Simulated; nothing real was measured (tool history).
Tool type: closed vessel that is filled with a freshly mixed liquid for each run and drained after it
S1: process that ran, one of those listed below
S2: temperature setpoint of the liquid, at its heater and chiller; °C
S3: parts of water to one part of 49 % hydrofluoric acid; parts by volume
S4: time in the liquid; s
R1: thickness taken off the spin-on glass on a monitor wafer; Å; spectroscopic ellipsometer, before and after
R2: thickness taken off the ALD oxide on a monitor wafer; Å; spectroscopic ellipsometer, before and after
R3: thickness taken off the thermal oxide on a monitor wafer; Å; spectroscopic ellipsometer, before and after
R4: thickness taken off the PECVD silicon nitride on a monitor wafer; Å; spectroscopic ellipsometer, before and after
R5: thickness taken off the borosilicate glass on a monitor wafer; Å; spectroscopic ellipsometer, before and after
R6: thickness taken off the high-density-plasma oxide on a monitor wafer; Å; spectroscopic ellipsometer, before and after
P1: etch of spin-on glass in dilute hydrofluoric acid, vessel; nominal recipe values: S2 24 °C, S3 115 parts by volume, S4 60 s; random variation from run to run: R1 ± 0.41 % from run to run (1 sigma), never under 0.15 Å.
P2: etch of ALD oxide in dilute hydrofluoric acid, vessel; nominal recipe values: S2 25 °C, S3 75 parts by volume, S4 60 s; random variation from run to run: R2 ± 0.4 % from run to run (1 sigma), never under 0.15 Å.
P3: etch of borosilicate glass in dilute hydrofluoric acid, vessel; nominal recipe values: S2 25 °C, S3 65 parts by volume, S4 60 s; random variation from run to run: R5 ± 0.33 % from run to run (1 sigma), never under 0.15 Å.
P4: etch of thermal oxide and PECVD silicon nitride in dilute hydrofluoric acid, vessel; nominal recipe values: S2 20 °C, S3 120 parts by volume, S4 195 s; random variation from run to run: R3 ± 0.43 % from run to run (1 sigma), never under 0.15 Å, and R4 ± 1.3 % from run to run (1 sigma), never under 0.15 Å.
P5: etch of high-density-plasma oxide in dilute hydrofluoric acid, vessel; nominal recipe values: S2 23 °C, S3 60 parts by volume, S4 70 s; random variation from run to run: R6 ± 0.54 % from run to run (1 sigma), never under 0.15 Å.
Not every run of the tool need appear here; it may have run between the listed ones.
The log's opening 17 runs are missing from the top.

| run | day | S1 | S2 | S3 | S4 | R1 | R2 | R3 | R4 | R5 | R6 |
|---|---|---|---|---|---|---|---|---|---|---|---|
| 18 | 9.008 | P4 | 26 | 120 | 195 |  |  | 80.56 | 31.032 |  |  |
| 19 | 9.379 | P1 | 24 | 115 | 60 | 334.81 |  |  |  |  |  |
| 20 | 9.812 | P5 | 23 | 60 | 70 |  |  |  |  |  | 59.258 |
| 21 | 10.358 | P1 | 18 | 115 | 60 | 261.77 |  |  |  |  |  |
| 22 | 10.679 | P2 | 25 | 40 | 60 |  | 406.5 |  |  |  |  |
| 23 | 11.133 | P5 | 31 | 60 | 70 |  |  |  |  |  | 82.398 |
| 24 | 11.554 | P2 | 25 | 75 | 60 |  | 205.79 |  |  |  |  |
| 25 | 12.042 | P4 | 20 | 20 | 195 |  |  | 424.62 | 119.39 |  |  |
| 26 | 12.708 | P3 | 25 | 65 | 60 |  |  |  |  | 351.16 |  |
| 27 | 13.008 | P3 | 25 | 100 | 60 |  |  |  |  | 217.94 |  |
| 28 | 13.371 | P1 | 24 | 115 | 60 | 335.79 |  |  |  |  |  |

What will run 29 give?
| 29 | 13.683 | P1 | 24 | 115 | 60 | ? |  |  |  |  |  |

R1: 332.73 Å
